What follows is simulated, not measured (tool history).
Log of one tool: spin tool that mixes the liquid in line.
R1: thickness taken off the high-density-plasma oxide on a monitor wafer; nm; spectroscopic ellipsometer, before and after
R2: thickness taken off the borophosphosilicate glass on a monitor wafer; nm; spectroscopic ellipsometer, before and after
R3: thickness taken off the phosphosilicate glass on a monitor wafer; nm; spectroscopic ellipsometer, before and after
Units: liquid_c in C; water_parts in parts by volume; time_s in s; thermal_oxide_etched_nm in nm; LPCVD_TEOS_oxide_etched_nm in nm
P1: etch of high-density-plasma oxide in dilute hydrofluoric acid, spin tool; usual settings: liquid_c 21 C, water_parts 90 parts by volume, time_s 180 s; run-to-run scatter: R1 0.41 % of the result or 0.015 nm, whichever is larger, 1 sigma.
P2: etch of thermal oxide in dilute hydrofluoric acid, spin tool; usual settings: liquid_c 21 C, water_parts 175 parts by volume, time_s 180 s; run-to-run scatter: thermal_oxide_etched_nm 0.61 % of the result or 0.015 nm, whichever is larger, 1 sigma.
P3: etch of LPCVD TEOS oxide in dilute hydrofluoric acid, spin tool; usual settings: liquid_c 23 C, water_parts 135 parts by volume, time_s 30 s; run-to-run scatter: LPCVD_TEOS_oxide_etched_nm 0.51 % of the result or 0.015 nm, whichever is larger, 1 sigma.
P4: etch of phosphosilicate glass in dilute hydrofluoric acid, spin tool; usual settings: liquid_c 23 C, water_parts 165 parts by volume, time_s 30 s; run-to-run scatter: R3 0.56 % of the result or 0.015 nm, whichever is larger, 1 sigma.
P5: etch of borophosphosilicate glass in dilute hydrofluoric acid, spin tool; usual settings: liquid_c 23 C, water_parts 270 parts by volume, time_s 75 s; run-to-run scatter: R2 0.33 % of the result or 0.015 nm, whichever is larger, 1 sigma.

run 1 hour=6.2 | process=P1 liquid_c=21 water_parts=90 time_s=180 | R1=10.618
run 2 hour=13.8 | process=P1 liquid_c=21 water_parts=90 time_s=315 | R1=18.486
run 3 hour=20 | process=P1 liquid_c=21 water_parts=90 time_s=180 | R1=10.568
run 4 hour=24.4 | process=P1 liquid_c=17 water_parts=90 time_s=180 | R1=8.9836
run 5 hour=32.2 | process=P5 liquid_c=23 water_parts=270 time_s=75 | R2=13.127
run 6 hour=38.3 | process=P1 liquid_c=21 water_parts=90 time_s=180 | R1=10.609
run 7 hour=44.7 | process=P4 liquid_c=23 water_parts=165 time_s=15 | R3=10.813
run 8 hour=52.4 | process=P2 liquid_c=21 water_parts=175 time_s=55 | thermal_oxide_etched_nm=1.1935
run 9 hour=57.1 | process=P1 liquid_c=21 water_parts=90 time_s=180 | R1=10.625
run 10 hour=61.8 | process=P5 liquid_c=23 water_parts=490 time_s=75 | R2=5.9538
run 11 hour=68.8 | process=P4 liquid_c=27.5 water_parts=165 time_s=30 | R3=25.945
-- hour=72.7 hydrofluoric acid flow meter replaced
run 12 hour=72.9 | process=P4 liquid_c=23 water_parts=35 time_s=30 | R3=120.32
run 13 hour=79.6 | process=P1 liquid_c=28 water_parts=90 time_s=180 | R1=13.982
run 14 hour=86.7 | process=P2 liquid_c=21 water_parts=35 time_s=180 | thermal_oxide_etched_nm=23.494
run 15 hour=92.3 | process=P3 liquid_c=17.5 water_parts=135 time_s=30 | LPCVD_TEOS_oxide_etched_nm=3.7657
run 16 hour=96.4 | process=P1 liquid_c=21 water_parts=50 time_s=70 | R1=7.7578
run 17 hour=102.8 | process=P1 liquid_c=21 water_parts=90 time_s=180 | R1=10.587
run 18 hour=110.5 | process=P1 liquid_c=21 water_parts=150 time_s=20 | R1=0.67896
run 19 hour=116.4 | process=P3 liquid_c=23 water_parts=135 time_s=30 | LPCVD_TEOS_oxide_etched_nm=4.6552
run 20 hour=121.1 | process=P1 liquid_c=21 water_parts=90 time_s=180 | R1=10.61
run 21 hour=124.8 | process=P2 liquid_c=21 water_parts=175 time_s=180 | thermal_oxide_etched_nm=4.0234
run 22 hour=132.5 | process=P5 liquid_c=30.5 water_parts=270 time_s=75 | R2=16.931
run 23 hour=140.1 | process=P1 liquid_c=21 water_parts=90 time_s=15 | R1=0.89157
run 24 hour=147.7 | process=P5 liquid_c=23 water_parts=270 time_s=130 | R2=22.797
run 25 hour=153 | process=P4 liquid_c=23 water_parts=165 time_s=30 | R3=21.781
run 26 hour=158.7 | process=P1 liquid_c=21 water_parts=160 time_s=180 | R1=5.5125
run 27 hour=164.7 | process=P1 liquid_c=21 water_parts=50 time_s=180 | R1=19.849
run 28 hour=170.9 | process=P1 liquid_c=21 water_parts=135 time_s=100 | R1=3.7312
run 29 hour=176.1 | process=P2 liquid_c=17 water_parts=175 time_s=180 | thermal_oxide_etched_nm=3.4066
run 30 hour=183.7 | process=P5 liquid_c=23 water_parts=270 time_s=75 | R2=13.141
run 31 hour=190.1 | process=P3 liquid_c=23 water_parts=45 time_s=30 | LPCVD_TEOS_oxide_etched_nm=15.87
run 32 hour=195.6 | process=P3 liquid_c=23 water_parts=135 time_s=60 | LPCVD_TEOS_oxide_etched_nm=9.4786
run 33 hour=200 | process=P1 liquid_c=21 water_parts=90 time_s=180 | R1=10.634
run 34 hour=207.3 | process=P1 liquid_c=21 water_parts=90 time_s=180 | R1=11.172
run 35 hour=211.1 | process=P1 liquid_c=21 water_parts=90 time_s=180 | R1=11.3
run 36 hour=215.6 | process=P1 liquid_c=21 water_parts=90 time_s=180 | R1=11.358
run 37 hour=222.9 | process=P1 liquid_c=21 water_parts=90 time_s=180 | R1=11.551
run 38 hour=227.2 | process=P1 liquid_c=21 water_parts=90 time_s=180 | R1=11.499
run 39 hour=232.5 | process=P1 liquid_c=21 water_parts=90 time_s=180 | R1=11.6

What P1 gives has crept away from where it was. These 2 causes fit the log equally well, each at the size given:
A: hydrofluoric acid flow above the setpoint (%) = 8.04
B: liquid hotter than its thermometer reads (K) = 2.1
The creep began at about hour 200.

4 check runs are offered, one wafer each, their results left as question marks. Which one tells the causes apart?
run check 1 hour=237.8 | process=P2 liquid_c=17 water_parts=50 time_s=180 | thermal_oxide_etched_nm=?
run check 2 hour=237.8 | process=P3 liquid_c=23 water_parts=55 time_s=50 | LPCVD_TEOS_oxide_etched_nm=?
run check 3 hour=237.8 | process=P4 liquid_c=27 water_parts=40 time_s=30 | R3=?
run check 4 hour=237.8 | process=P5 liquid_c=23 water_parts=460 time_s=105 | R2=?

What each check would give under each cause:
check=check_1 result=thermal_oxide_etched_nm if_A=14.71 if_B=14.844
check=check_2 result=LPCVD_TEOS_oxide_etched_nm if_A=23.056 if_B=23.137
check=check_3 result=R3 if_A=134.16 if_B=134.53
check=check_4 result=R2 if_A=10.14 if_B=9.7467
How far apart the two closest causes lie, in the result that separates them most: check 1 0.91 %; check 2 0.35 %; check 3 0.27 %; check 4 3.96 %
Check 4 tells the causes apart: in the others they would give nearly the same result.

Then check 4 was run and gave: R2 9.7005 nm. Which cause is it?

It is B: liquid hotter than its thermometer reads (K).
